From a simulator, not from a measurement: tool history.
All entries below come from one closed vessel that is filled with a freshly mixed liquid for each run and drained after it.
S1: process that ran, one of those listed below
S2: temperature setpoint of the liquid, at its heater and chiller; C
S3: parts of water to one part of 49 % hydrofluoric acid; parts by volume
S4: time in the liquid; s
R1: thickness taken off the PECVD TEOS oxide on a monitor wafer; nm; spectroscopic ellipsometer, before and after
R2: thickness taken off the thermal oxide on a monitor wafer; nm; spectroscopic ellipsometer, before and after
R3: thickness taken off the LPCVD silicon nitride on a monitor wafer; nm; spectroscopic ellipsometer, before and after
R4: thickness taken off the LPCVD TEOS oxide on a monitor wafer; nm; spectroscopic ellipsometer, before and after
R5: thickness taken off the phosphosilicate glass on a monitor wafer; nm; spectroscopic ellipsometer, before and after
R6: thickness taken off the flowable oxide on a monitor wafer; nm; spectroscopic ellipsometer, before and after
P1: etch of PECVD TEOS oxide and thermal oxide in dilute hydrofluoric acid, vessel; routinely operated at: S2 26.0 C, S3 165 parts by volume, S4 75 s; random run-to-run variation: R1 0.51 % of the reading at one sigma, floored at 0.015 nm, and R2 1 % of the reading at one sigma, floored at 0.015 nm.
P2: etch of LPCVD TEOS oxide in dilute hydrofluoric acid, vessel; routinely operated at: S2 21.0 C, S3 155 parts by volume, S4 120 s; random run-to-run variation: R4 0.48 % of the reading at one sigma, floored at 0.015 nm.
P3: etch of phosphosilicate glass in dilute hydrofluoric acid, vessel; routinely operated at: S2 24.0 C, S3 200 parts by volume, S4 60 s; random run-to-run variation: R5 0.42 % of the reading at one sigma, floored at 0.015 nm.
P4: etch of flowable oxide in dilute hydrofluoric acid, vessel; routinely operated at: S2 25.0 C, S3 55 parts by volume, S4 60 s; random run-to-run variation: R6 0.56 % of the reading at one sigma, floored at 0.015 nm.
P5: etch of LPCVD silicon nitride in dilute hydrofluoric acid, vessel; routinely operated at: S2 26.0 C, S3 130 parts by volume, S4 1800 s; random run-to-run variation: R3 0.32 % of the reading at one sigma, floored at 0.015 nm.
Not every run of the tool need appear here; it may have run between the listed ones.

{"run": 1, "hour": 11.4, "S1": "P1", "S2": 26.0, "S3": 165, "S4": 75, "R1": 9.4343, "R2": 2.0671}
{"run": 2, "hour": 21.6, "S1": "P1", "S2": 26.0, "S3": 165, "S4": 35, "R1": 4.4096, "R2": 1.0205}
{"run": 3, "hour": 28.2, "S1": "P5", "S2": 26.0, "S3": 55, "S4": 1800, "R3": 17.021}
{"run": 4, "hour": 40.7, "S1": "P2", "S2": 21.0, "S3": 155, "S4": 190, "R4": 17.251}
{"run": 5, "hour": 50.9, "S1": "P1", "S2": 29.5, "S3": 65, "S4": 75, "R1": 31.434, "R2": 6.8989}
{"run": 6, "hour": 60.6, "S1": "P1", "S2": 26.0, "S3": 165, "S4": 75, "R1": 9.5166, "R2": 2.1215}
{"run": 7, "hour": 71.6, "S1": "P1", "S2": 26.0, "S3": 100, "S4": 75, "R1": 17.006, "R2": 3.6914}
{"run": 8, "hour": 79.1, "S1": "P5", "S2": 26.0, "S3": 130, "S4": 1800, "R3": 7.2733}
{"run": 9, "hour": 90.5, "S1": "P3", "S2": 24.0, "S3": 200, "S4": 60, "R5": 29.166}
{"hour": 92.8, "done": "thermometer replaced"}
{"run": 10, "hour": 98.2, "S1": "P4", "S2": 25.0, "S3": 55, "S4": 30, "R6": 29.924}
{"run": 11, "hour": 104.2, "S1": "P1", "S2": 29.5, "S3": 165, "S4": 75, "R1": 10.686, "R2": 2.3151}
{"run": 12, "hour": 114.5, "S1": "P4", "S2": 25.0, "S3": 55, "S4": 60, "R6": 60.785}
{"run": 13, "hour": 122.1, "S1": "P4", "S2": 32.5, "S3": 55, "S4": 60, "R6": 81.664}
{"run": 14, "hour": 134.6, "S1": "P3", "S2": 24.0, "S3": 355, "S4": 60, "R5": 14.022}
{"run": 15, "hour": 141.8, "S1": "P1", "S2": 26.0, "S3": 165, "S4": 130, "R1": 16.396, "R2": 3.5674}
{"run": 16, "hour": 148.1, "S1": "P1", "S2": 26.0, "S3": 275, "S4": 75, "R1": 5.0266, "R2": 1.1313}
{"run": 17, "hour": 156.0, "S1": "P5", "S2": 33.5, "S3": 130, "S4": 1800, "R3": 11.521}
{"run": 18, "hour": 168.5, "S1": "P3", "S2": 24.0, "S3": 200, "S4": 60, "R5": 28.992}
{"run": 19, "hour": 177.0, "S1": "P2", "S2": 17.0, "S3": 155, "S4": 120, "R4": 9.1942}
{"run": 20, "hour": 184.2, "S1": "P1", "S2": 26.0, "S3": 165, "S4": 75, "R1": 9.5033, "R2": 2.0808}
{"run": 21, "hour": 196.2, "S1": "P1", "S2": 26.0, "S3": 165, "S4": 75, "R1": 9.4926, "R2": 2.0603}
{"run": 22, "hour": 207.4, "S1": "P2", "S2": 21.0, "S3": 155, "S4": 120, "R4": 10.878}
{"run": 23, "hour": 218.4, "S1": "P5", "S2": 26.0, "S3": 130, "S4": 1800, "R3": 7.2712}
{"run": 24, "hour": 229.1, "S1": "P3", "S2": 24.0, "S3": 200, "S4": 30, "R5": 14.591}
{"run": 25, "hour": 240.4, "S1": "P2", "S2": 21.0, "S3": 240, "S4": 120, "R4": 6.4078}
{"run": 26, "hour": 251.6, "S1": "P3", "S2": 29.5, "S3": 200, "S4": 60, "R5": 35.129}
{"run": 27, "hour": 260.6, "S1": "P4", "S2": 25.0, "S3": 75, "S4": 60, "R6": 43.198}
{"run": 28, "hour": 266.4, "S1": "P4", "S2": 25.0, "S3": 55, "S4": 60, "R6": 61.068}

What will run 29 give?
{"run": 29, "hour": 277.3, "S1": "P5", "S2": 26.0, "S3": 130, "S4": 2580, "R3": "?"}

Logged for run 29: R3 10.4330 nm.

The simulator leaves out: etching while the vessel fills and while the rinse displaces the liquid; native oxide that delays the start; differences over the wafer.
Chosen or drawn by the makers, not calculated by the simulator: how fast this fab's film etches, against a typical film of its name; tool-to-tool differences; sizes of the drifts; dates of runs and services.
